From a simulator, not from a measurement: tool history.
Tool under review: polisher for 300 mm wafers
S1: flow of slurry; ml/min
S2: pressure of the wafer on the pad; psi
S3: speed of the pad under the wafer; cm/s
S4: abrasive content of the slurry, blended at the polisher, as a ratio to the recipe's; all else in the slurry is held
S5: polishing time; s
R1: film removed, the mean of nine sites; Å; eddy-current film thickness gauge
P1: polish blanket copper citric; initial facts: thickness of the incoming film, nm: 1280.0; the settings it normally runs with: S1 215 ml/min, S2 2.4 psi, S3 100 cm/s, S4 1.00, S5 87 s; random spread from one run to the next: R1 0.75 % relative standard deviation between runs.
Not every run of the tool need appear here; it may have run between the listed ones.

| run | day | S1 | S2 | S3 | S4 | S5 | R1 |
|---|---|---|---|---|---|---|---|
| 1 | 0.438 | 215 | 2.4 | 100 | 1.00 | 87 | 1723.10 |
| 2 | 0.792 | 215 | 2.4 | 100 | 1.00 | 50 | 1000.60 |
| 3 | 1.117 | 215 | 3.4 | 100 | 1.00 | 87 | 2436.80 |
| 4 | 1.642 | 130 | 2.4 | 100 | 1.00 | 87 | 1598.40 |
| 5 | 1.983 | 215 | 2.4 | 100 | 1.00 | 136 | 2690.10 |
| 6 | 2.525 | 215 | 2.4 | 100 | 1.00 | 87 | 1728.70 |
| 7 | 3.058 | 215 | 2.4 | 100 | 1.00 | 87 | 1747.80 |
| 8 | 3.388 | 215 | 1.1 | 100 | 1.00 | 87 | 824.17 |
| 9 | 3.838 | 305 | 2.4 | 100 | 1.00 | 87 | 1782.30 |
| 10 | 4.267 | 215 | 2.4 | 62 | 1.00 | 87 | 1084.20 |
| 11 | 4.575 | 215 | 2.4 | 100 | 0.75 | 87 | 1625.90 |
| 12 | 5.188 | 310 | 2.4 | 150 | 1.00 | 87 | 2674.80 |
| 13 | 5.788 | 265 | 2.4 | 48 | 1.00 | 87 | 865.89 |

For run 14, what comes out?
| 14 | 6.504 | 215 | 2.4 | 100 | 1.40 | 87 | ? |

Run 14 produced R1 1847.20 Å.
